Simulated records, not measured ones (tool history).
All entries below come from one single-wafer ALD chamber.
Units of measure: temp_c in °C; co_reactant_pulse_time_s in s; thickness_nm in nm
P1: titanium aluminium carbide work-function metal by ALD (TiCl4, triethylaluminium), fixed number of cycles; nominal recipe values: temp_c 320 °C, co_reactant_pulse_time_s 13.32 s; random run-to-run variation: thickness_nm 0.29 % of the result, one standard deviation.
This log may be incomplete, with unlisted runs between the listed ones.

| run | hour | temp_c | co_reactant_pulse_time_s | hours since the last thermocouple change | hours since the last triethylaluminium bottle change | thickness_nm |
|---|---|---|---|---|---|---|
| 1 | 11 | 320 | 13.32 | 914.7 | 417 | 2.187 |
| 2 | 20.7 | 320 | 13.32 | 924.4 | 426.7 | 2.1892 |
| 3 | 28.1 | 320 | 13.32 | 931.8 | 434.1 | 2.1731 |
| 4 | 42.8 | 297 | 18.39 | 946.5 | 448.8 | 1.9902 |
| 5 | 53.5 | 320 | 13.32 | 957.2 | 459.5 | 2.1771 |
| 6 | 65.6 | 320 | 13.32 | 969.3 | 471.6 | 2.1735 |
| 7 | 75 | 320 | 4.88 | 978.7 | 481 | 1.803 |
| 8 | 83 | 320 | 18.34 | 986.7 | 489 | 2.2029 |
| 9 | 91.2 | 345 | 13.32 | 994.9 | 497.2 | 2.4015 |
| 10 | 102.4 | 295 | 13.32 | 1006.1 | 508.4 | 1.9646 |
| 11 | 110 | 320 | 13.32 | 1013.7 | 516 | 2.1793 |
| 12 | 125.1 | 320 | 13.32 | 1028.8 | 531.1 | 2.1501 |
| 13 | 136.5 | 320 | 13.32 | 1040.2 | 542.5 | 2.1445 |
| 14 | 147.4 | 320 | 13.32 | 1051.1 | 553.4 | 2.1341 |
| 15 | 155.3 | 320 | 13.32 | 1059 | 561.3 | 2.1368 |
| 16 | 164.5 | 320 | 13.32 | 1068.2 | 570.5 | 2.1304 |
| 17 | 176 | 320 | 13.32 | 1079.7 | 582 | 2.1283 |
| 18 | 188.1 | 320 | 13.32 | 1091.8 | 594.1 | 2.1368 |
| 19 | 195 | 320 | 13.32 | 1098.7 | 601 | 2.1163 |
| 20 | 203.8 | 320 | 13.32 | 1107.5 | 609.8 | 2.136 |

The log shows P1 creeping away from where it was. Any of the 2 causes listed here, at the size stated for it, fits the log just as well as the others:
A: triethylaluminium dose below that of a fresh bottle (%) = 25.5
B: wafer temperature below the value expected at the setpoint (K) = 5.6
The process output started creeping at around hour 110.

The check runs listed below each take one wafer, and their results are still question marks. Under which run would the listed causes lead to clearly different results?
| check 1 | 212.6 | 330 | 6.13 |  |  | ? |
| check 2 | 212.6 | 330 | 13.32 |  |  | ? |
| check 3 | 212.6 | 297 | 13.32 |  |  | ? |
| check 4 | 212.6 | 335 | 13.32 |  |  | ? |

Predicted outcomes, by check and by cause:
| check | result | if A | if B |
|---|---|---|---|
| check 1 | thickness_nm | 1.8156 | 1.9689 |
| check 2 | thickness_nm | 2.2149 | 2.2168 |
| check 3 | thickness_nm | 1.9314 | 1.9279 |
| check 4 | thickness_nm | 2.2584 | 2.2611 |
Per-check spread between the two closest causes, in the result where they differ most: check 1 8.11 %; check 2 0.08 %; check 3 0.18 %; check 4 0.12 %
The causes can be told apart only by check 1. The other checks would give nearly the same results under each of them.

Check 1 has now been run. It gave: thickness_nm 1.9727 nm. Which of the candidate causes is it?

It was cause B: wafer temperature below the value expected at the setpoint (K).
